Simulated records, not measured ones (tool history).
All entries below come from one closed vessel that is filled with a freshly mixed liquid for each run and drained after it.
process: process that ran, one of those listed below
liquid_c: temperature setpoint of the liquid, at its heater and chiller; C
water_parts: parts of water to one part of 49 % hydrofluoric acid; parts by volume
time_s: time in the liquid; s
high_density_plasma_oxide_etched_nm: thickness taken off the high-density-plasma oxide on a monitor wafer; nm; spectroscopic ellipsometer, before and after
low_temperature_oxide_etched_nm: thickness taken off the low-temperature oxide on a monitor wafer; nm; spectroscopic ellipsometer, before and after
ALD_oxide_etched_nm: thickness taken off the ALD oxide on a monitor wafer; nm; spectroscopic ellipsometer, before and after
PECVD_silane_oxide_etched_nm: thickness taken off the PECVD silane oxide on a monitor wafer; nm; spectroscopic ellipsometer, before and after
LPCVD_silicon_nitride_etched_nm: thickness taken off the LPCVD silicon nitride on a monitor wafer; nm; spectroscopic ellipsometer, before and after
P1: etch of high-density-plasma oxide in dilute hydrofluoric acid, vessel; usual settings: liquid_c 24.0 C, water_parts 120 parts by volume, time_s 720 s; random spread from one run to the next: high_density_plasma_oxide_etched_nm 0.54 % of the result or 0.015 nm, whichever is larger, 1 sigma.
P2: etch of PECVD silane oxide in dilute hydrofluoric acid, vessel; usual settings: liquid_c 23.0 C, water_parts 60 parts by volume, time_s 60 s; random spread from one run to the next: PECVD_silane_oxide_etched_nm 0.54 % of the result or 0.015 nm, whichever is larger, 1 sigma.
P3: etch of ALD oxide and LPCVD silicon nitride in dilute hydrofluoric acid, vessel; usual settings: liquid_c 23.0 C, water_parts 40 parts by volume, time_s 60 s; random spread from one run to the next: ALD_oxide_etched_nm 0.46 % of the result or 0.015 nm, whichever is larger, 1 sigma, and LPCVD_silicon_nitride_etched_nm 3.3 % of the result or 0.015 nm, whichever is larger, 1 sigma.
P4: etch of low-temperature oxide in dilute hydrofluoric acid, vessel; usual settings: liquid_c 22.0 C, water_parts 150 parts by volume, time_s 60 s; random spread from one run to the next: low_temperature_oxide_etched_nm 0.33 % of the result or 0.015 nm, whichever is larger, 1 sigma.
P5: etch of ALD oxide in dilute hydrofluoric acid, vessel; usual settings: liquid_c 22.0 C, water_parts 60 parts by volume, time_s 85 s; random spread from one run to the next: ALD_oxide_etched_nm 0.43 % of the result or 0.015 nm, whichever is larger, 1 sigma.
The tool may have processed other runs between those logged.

| run | day | process | liquid_c | water_parts | time_s | high_density_plasma_oxide_etched_nm | low_temperature_oxide_etched_nm | ALD_oxide_etched_nm | PECVD_silane_oxide_etched_nm | LPCVD_silicon_nitride_etched_nm |
|---|---|---|---|---|---|---|---|---|---|---|
| 1 | 0.408 | P1 | 24.0 | 120 | 720 | 29.4960 |  |  |  |  |
| 2 | 0.808 | P4 | 22.0 | 65 | 60 |  | 24.9650 |  |  |  |
| 3 | 1.404 | P5 | 29.5 | 60 | 85 |  |  | 18.1630 |  |  |
|  | 1.629 | thermometer replaced |
| 4 | 1.750 | P1 | 32.0 | 120 | 720 | 40.5410 |  |  |  |  |
| 5 | 2.117 | P1 | 30.5 | 120 | 1180 | 61.8000 |  |  |  |  |
| 6 | 2.783 | P1 | 24.0 | 120 | 720 | 29.5120 |  |  |  |  |
| 7 | 3.183 | P5 | 22.0 | 60 | 85 |  |  | 13.5430 |  |  |
| 8 | 3.733 | P1 | 24.0 | 20 | 720 | 201.1500 |  |  |  |  |
| 9 | 4.071 | P4 | 22.0 | 150 | 60 |  | 9.8044 |  |  |  |
| 10 | 4.558 | P1 | 24.0 | 215 | 720 | 14.7890 |  |  |  |  |
| 11 | 4.912 | P2 | 23.0 | 100 | 60 |  |  |  | 8.5867 |  |
| 12 | 5.408 | P1 | 24.0 | 120 | 720 | 29.5720 |  |  |  |  |
| 13 | 6.071 | P4 | 17.0 | 150 | 60 |  | 8.0577 |  |  |  |
| 14 | 6.433 | P3 | 23.0 | 25 | 60 |  |  | 54.8190 |  | 1.07050 |
| 15 | 7.046 | P1 | 28.0 | 165 | 720 | 24.0440 |  |  |  |  |
| 16 | 7.592 | P2 | 17.0 | 60 | 60 |  |  |  | 11.6620 |  |
| 17 | 7.958 | P3 | 17.0 | 40 | 60 |  |  | 25.9920 |  | 0.46723 |
| 18 | 8.454 | P1 | 24.0 | 120 | 1040 | 42.9650 |  |  |  |  |
| 19 | 8.938 | P3 | 23.0 | 40 | 120 |  |  | 66.9280 |  | 1.41890 |
| 20 | 9.483 | P1 | 24.0 | 55 | 340 | 32.8810 |  |  |  |  |
| 21 | 9.796 | P1 | 17.0 | 120 | 720 | 22.2320 |  |  |  |  |
| 22 | 10.300 | P5 | 22.0 | 60 | 125 |  |  | 19.7660 |  |  |
| 23 | 10.854 | P2 | 23.0 | 60 | 60 |  |  |  | 15.0390 |  |
| 24 | 11.362 | P5 | 22.0 | 100 | 85 |  |  | 7.7191 |  |  |
| 25 | 11.967 | P4 | 22.0 | 150 | 60 |  | 9.7865 |  |  |  |
| 26 | 12.492 | P4 | 22.0 | 150 | 35 |  | 5.7299 |  |  |  |
| 27 | 12.929 | P2 | 23.0 | 60 | 60 |  |  |  | 14.8700 |  |
| 28 | 13.283 | P3 | 23.0 | 40 | 60 |  |  | 33.6370 |  | 0.75880 |
| 29 | 13.938 | P1 | 24.0 | 120 | 720 | 29.7080 |  |  |  |  |
| 30 | 14.246 | P1 | 24.0 | 120 | 30 | 1.2143 |  |  |  |  |
| 31 | 14.929 | P2 | 23.0 | 60 | 30 |  |  |  | 7.3884 |  |
| 32 | 15.612 | P1 | 24.0 | 120 | 720 | 29.7380 |  |  |  |  |
| 33 | 15.996 | P1 | 24.0 | 120 | 720 | 29.6080 |  |  |  |  |
| 34 | 16.604 | P1 | 24.0 | 120 | 720 | 28.5390 |  |  |  |  |
| 35 | 17.092 | P1 | 24.0 | 120 | 720 | 28.0850 |  |  |  |  |
| 36 | 17.479 | P1 | 24.0 | 120 | 720 | 27.8450 |  |  |  |  |
| 37 | 18.050 | P1 | 24.0 | 120 | 720 | 27.5930 |  |  |  |  |
| 38 | 18.538 | P1 | 24.0 | 120 | 720 | 27.4500 |  |  |  |  |
| 39 | 19.217 | P1 | 24.0 | 120 | 720 | 27.3160 |  |  |  |  |
| 40 | 19.833 | P1 | 24.0 | 120 | 720 | 27.2320 |  |  |  |  |
| 41 | 20.188 | P1 | 24.0 | 120 | 720 | 27.4250 |  |  |  |  |

P1 no longer gives what it gave before; its output has crept away from where it was. The following 2 causes, each at its listed size, fit the log equally well:
A: liquid colder than its thermometer reads (K) = 2.02
B: hydrofluoric acid flow below the setpoint (%) = 6.68
The gradual shift began around day 15.996.

The list below offers 4 check runs, each averaging the results of 5 wafers, and shows each result as a question mark. For which of them would the listed causes give clearly different results?
| check 1 | 20.542 | P5 | 28.5 | 85 | 85 |  |  | ? |  |  |
| check 2 | 20.542 | P2 | 23.0 | 95 | 60 |  |  |  | ? |  |
| check 3 | 20.542 | P4 | 17.0 | 150 | 60 |  | ? |  |  |  |
| check 4 | 20.542 | P3 | 17.0 | 40 | 105 |  |  | ? |  | ? |

Check results expected under each cause:
| check | result | if A | if B |
|---|---|---|---|
| check 1 | ALD_oxide_etched_nm | 10.9950 | 11.0050 |
| check 2 | PECVD_silane_oxide_etched_nm | 8.3138 | 8.3511 |
| check 3 | low_temperature_oxide_etched_nm | 7.3882 | 7.4188 |
| check 4 | ALD_oxide_etched_nm | 41.5580 | 42.2640 |
| check 4 | LPCVD_silicon_nitride_etched_nm | 0.73097 | 0.79064 |
Separation of the two closest causes in each check, using whichever result separates them best: check 1 0.09 %; check 2 0.45 %; check 3 0.41 %; check 4 7.85 %
The causes can be told apart only by check 4. The other checks would give nearly the same results under each of them.

With check 4 done, the readings were: ALD_oxide_etched_nm 42.1890 nm; LPCVD_silicon_nitride_etched_nm 0.78567 nm. Identify which of the listed causes applies.

The cause is B: hydrofluoric acid flow below the setpoint (%).

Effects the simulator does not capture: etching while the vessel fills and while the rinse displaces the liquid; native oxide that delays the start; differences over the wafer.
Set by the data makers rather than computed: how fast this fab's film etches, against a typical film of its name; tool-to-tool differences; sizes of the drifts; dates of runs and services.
